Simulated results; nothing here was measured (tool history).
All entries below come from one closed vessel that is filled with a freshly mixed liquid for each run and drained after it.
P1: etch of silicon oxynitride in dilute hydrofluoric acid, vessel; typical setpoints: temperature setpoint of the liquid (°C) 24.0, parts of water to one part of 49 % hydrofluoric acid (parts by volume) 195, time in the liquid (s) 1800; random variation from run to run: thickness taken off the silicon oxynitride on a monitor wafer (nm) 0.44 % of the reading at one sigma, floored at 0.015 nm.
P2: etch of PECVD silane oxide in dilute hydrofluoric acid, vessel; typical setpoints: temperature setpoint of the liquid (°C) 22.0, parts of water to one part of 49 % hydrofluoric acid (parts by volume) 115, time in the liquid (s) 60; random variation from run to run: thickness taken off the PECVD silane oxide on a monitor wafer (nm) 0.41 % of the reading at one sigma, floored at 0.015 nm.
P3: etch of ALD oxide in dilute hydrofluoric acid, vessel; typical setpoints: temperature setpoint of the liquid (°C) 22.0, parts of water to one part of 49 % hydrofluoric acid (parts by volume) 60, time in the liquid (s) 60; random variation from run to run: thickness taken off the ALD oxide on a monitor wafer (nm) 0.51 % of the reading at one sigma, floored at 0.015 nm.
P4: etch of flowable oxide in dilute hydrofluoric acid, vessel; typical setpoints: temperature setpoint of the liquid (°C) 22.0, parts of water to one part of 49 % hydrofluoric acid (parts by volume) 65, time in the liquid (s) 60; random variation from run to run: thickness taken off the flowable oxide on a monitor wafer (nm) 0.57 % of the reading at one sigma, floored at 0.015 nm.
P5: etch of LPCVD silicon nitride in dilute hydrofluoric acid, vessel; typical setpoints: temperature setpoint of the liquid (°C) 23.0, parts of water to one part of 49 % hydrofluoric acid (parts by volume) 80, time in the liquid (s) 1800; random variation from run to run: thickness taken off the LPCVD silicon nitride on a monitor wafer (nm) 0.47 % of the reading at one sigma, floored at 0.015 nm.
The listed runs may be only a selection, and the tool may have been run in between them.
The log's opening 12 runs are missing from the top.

| run | hour | process that ran | temperature setpoint of the liquid (°C) | parts of water to one part of 49 % hydrofluoric acid (parts by volume) | time in the liquid (s) | thickness taken off the silicon oxynitride on a monitor wafer (nm) | thickness taken off the ALD oxide on a monitor wafer (nm) | thickness taken off the LPCVD silicon nitride on a monitor wafer (nm) | thickness taken off the PECVD silane oxide on a monitor wafer (nm) | thickness taken off the flowable oxide on a monitor wafer (nm) |
|---|---|---|---|---|---|---|---|---|---|---|
| 13 | 156.7 | P2 | 22.0 | 115 | 60 |  |  |  | 17.267 |  |
| 14 | 164.4 | P1 | 20.0 | 195 | 1800 | 14.5770 |  |  |  |  |
| 15 | 171.9 | P5 | 23.0 | 80 | 1800 |  |  | 11.0180 |  |  |
| 16 | 183.5 | P3 | 22.0 | 60 | 105 |  | 22.300 |  |  |  |
| 17 | 197.8 | P5 | 23.0 | 80 | 2820 |  |  | 17.0590 |  |  |
| 18 | 208.7 | P1 | 29.0 | 195 | 455 | 5.5331 |  |  |  |  |
| 19 | 216.9 | P4 | 29.0 | 65 | 60 |  |  |  |  | 57.092 |
| 20 | 228.6 | P1 | 24.0 | 195 | 1800 | 17.5160 |  |  |  |  |
| 21 | 237.2 | P1 | 29.5 | 130 | 1800 | 35.3460 |  |  |  |  |
| 22 | 244.6 | P1 | 24.0 | 85 | 1800 | 43.7980 |  |  |  |  |
| 23 | 252.0 | P1 | 24.0 | 195 | 1800 | 17.5260 |  |  |  |  |
| 24 | 259.9 | P2 | 22.0 | 115 | 115 |  |  |  | 33.341 |  |
| 25 | 272.4 | P3 | 17.5 | 60 | 60 |  | 10.644 |  |  |  |
| 26 | 287.4 | P1 | 24.0 | 195 | 1800 | 17.5590 |  |  |  |  |
| 27 | 302.3 | P5 | 18.5 | 80 | 1800 |  |  | 7.9897 |  |  |
| 28 | 317.7 | P4 | 22.0 | 65 | 95 |  |  |  |  | 68.738 |
| 29 | 328.4 | P1 | 31.5 | 195 | 1800 | 24.1110 |  |  |  |  |
| 30 | 339.8 | P2 | 17.0 | 115 | 60 |  |  |  | 14.065 |  |
| 31 | 351.9 | P1 | 24.0 | 340 | 2625 | 13.2850 |  |  |  |  |
| 32 | 364.4 | P2 | 22.0 | 25 | 60 |  |  |  | 88.337 |  |

Estimate the outcome of run 33 from the log above:
| 33 | 375.4 | P1 | 24.0 | 195 | 1800 | ? |  |  |  |  |

Run 33 gave thickness taken off the silicon oxynitride on a monitor wafer (nm) 17.6720.
